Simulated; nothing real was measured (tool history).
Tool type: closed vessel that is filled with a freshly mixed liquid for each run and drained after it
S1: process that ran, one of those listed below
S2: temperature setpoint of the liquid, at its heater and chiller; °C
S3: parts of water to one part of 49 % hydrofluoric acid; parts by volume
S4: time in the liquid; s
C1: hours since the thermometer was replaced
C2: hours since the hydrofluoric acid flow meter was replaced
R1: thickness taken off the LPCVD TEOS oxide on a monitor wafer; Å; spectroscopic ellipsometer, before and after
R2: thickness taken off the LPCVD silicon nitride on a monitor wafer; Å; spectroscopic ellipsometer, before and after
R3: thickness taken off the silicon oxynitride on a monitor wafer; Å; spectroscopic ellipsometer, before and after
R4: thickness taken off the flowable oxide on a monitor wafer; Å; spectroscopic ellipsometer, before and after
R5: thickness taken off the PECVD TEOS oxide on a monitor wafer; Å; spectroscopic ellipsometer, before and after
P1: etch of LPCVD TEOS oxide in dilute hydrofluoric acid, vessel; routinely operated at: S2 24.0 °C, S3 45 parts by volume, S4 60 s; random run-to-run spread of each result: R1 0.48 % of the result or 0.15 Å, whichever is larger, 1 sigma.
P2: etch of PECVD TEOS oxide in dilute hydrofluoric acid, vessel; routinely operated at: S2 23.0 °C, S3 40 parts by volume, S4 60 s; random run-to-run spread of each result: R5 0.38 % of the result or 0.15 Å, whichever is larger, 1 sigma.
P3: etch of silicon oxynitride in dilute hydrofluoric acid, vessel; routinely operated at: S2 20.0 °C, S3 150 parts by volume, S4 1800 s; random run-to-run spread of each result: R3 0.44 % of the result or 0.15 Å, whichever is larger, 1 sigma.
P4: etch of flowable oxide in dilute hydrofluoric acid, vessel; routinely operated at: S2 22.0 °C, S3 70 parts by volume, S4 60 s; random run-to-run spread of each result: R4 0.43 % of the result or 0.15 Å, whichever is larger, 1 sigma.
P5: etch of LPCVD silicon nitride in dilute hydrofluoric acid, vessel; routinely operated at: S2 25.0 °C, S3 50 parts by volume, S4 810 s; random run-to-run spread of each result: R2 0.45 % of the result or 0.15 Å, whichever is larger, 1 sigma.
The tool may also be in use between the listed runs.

run 1 hour=6.4 | S1=P1 S2=24.0 S3=45 S4=60 | C1=253.9 C2=638.8 | R1=556.56
run 2 hour=12.3 | S1=P1 S2=24.0 S3=45 S4=30 | C1=259.8 C2=644.7 | R1=279.29
run 3 hour=17.6 | S1=P1 S2=32.0 S3=45 S4=60 | C1=265.1 C2=650.0 | R1=756.77
run 4 hour=21.8 | S1=P5 S2=25.0 S3=50 S4=270 | C1=269.3 C2=654.2 | R2=30.729
run 5 hour=28.4 | S1=P3 S2=20.0 S3=250 S4=1800 | C1=275.9 C2=660.8 | R3=176.23
run 6 hour=33.7 | S1=P4 S2=17.0 S3=70 S4=60 | C1=281.2 C2=666.1 | R4=287.13
run 7 hour=41.7 | S1=P1 S2=31.5 S3=45 S4=30 | C1=289.2 C2=674.1 | R1=372.87
run 8 hour=50.0 | S1=P1 S2=24.0 S3=45 S4=60 | C1=297.5 C2=682.4 | R1=557.68
run 9 hour=58.5 | S1=P2 S2=31.0 S3=40 S4=60 | C1=306.0 C2=690.9 | R5=184.740
run 10 hour=66.3 | S1=P3 S2=20.0 S3=150 S4=1800 | C1=313.8 C2=698.7 | R3=312.27
run 11 hour=72.9 | S1=P1 S2=24.0 S3=45 S4=60 | C1=320.4 C2=705.3 | R1=550.85
run 12 hour=80.0 | S1=P2 S2=23.0 S3=40 S4=30 | C1=327.5 C2=712.4 | R5=66.463
run 13 hour=84.2 | S1=P2 S2=23.0 S3=40 S4=60 | C1=331.7 C2=716.6 | R5=134.540
run 14 hour=93.2 | S1=P4 S2=22.0 S3=70 S4=30 | C1=340.7 C2=725.6 | R4=178.04
run 15 hour=98.4 | S1=P1 S2=24.0 S3=45 S4=115 | C1=345.9 C2=730.8 | R1=1061.70
run 16 hour=105.7 | S1=P3 S2=20.0 S3=150 S4=3135 | C1=353.2 C2=738.1 | R3=545.34
-- hour=109.0 thermometer replaced
run 17 hour=114.0 | S1=P4 S2=22.0 S3=70 S4=60 | C1=5.0 C2=746.4 | R4=352.66
run 18 hour=122.4 | S1=P4 S2=22.0 S3=100 S4=60 | C1=13.4 C2=754.8 | R4=240.87
run 19 hour=126.6 | S1=P1 S2=24.0 S3=45 S4=60 | C1=17.6 C2=759.0 | R1=551.95
run 20 hour=131.3 | S1=P2 S2=23.0 S3=25 S4=60 | C1=22.3 C2=763.7 | R5=217.670
run 21 hour=140.3 | S1=P4 S2=22.0 S3=70 S4=60 | C1=31.3 C2=772.7 | R4=355.60
run 22 hour=145.0 | S1=P3 S2=20.0 S3=150 S4=1800 | C1=36.0 C2=777.4 | R3=314.63
run 23 hour=151.9 | S1=P5 S2=32.0 S3=50 S4=810 | C1=42.9 C2=784.3 | R2=146.250
run 24 hour=156.4 | S1=P3 S2=26.0 S3=150 S4=1800 | C1=47.4 C2=788.8 | R3=414.34
run 25 hour=161.4 | S1=P1 S2=29.5 S3=45 S4=30 | C1=52.4 C2=793.8 | R1=345.73
run 26 hour=170.5 | S1=P1 S2=24.0 S3=20 S4=60 | C1=61.5 C2=802.9 | R1=1296.80
run 27 hour=177.6 | S1=P1 S2=24.0 S3=60 S4=115 | C1=68.6 C2=810.0 | R1=783.13
run 28 hour=186.1 | S1=P5 S2=25.0 S3=70 S4=810 | C1=77.1 C2=818.5 | R2=66.695
run 29 hour=191.3 | S1=P5 S2=25.0 S3=50 S4=810 | C1=82.3 C2=823.7 | R2=92.719
run 30 hour=198.6 | S1=P1 S2=24.0 S3=65 S4=60 | C1=89.6 C2=831.0 | R1=370.14
run 31 hour=202.9 | S1=P2 S2=23.0 S3=40 S4=60 | C1=93.9 C2=835.3 | R5=133.830
run 32 hour=210.8 | S1=P1 S2=17.0 S3=45 S4=60 | C1=101.8 C2=843.2 | R1=407.13
run 33 hour=217.2 | S1=P1 S2=24.0 S3=45 S4=60 | C1=108.2 C2=849.6 | R1=555.74
run 34 hour=224.6 | S1=P1 S2=24.0 S3=45 S4=60 | C1=115.6 C2=857.0 | R1=559.04
run 35 hour=232.4 | S1=P1 S2=24.0 S3=45 S4=60 | C1=123.4 C2=864.8 | R1=572.21
run 36 hour=241.3 | S1=P1 S2=24.0 S3=45 S4=60 | C1=132.3 C2=873.7 | R1=575.53
run 37 hour=248.5 | S1=P1 S2=24.0 S3=45 S4=60 | C1=139.5 C2=880.9 | R1=585.37
run 38 hour=254.9 | S1=P1 S2=24.0 S3=45 S4=60 | C1=145.9 C2=887.3 | R1=584.18
run 39 hour=262.7 | S1=P1 S2=24.0 S3=45 S4=60 | C1=153.7 C2=895.1 | R1=590.42
run 40 hour=267.6 | S1=P1 S2=24.0 S3=45 S4=60 | C1=158.6 C2=900.0 | R1=589.83

Something has made what P1 gives creep away from where it was; the 2 causes below, each at its own stated size, fit the log equally well:
A: hydrofluoric acid flow above the setpoint (%) = 5.92
B: liquid hotter than its thermometer reads (K) = 1.48
The drift started at roughly hour 224.6.

The check runs listed below each take one wafer, and their results are still question marks. Under which run would the listed causes lead to clearly different results?
run check 1 hour=272.5 | S1=P4 S2=22.0 S3=70 S4=60 | R4=?
run check 2 hour=272.5 | S1=P3 S2=20.0 S3=150 S4=1800 | R3=?
run check 3 hour=272.5 | S1=P5 S2=25.0 S3=50 S4=810 | R2=?
run check 4 hour=272.5 | S1=P2 S2=23.0 S3=40 S4=60 | R5=?

How each check would come out, cause by cause:
check=check_1 result=R4 if_A=379.02 if_B=378.38
check=check_2 result=R3 if_A=332.39 if_B=334.64
check=check_3 result=R2 if_A=97.862 if_B=102.090
check=check_4 result=R5 if_A=142.400 if_B=142.540
Per-check spread between the two closest causes, in the result where they differ most: check 1 0.17 %; check 2 0.67 %; check 3 4.23 %; check 4 0.1 %
Check 3 distinguishes between the causes, while the remaining checks would return nearly the same result for all of them.

Check 3 was carried out, with these results: R2 97.382 Å. Which of the listed causes is responsible?

The cause is A: hydrofluoric acid flow above the setpoint (%).
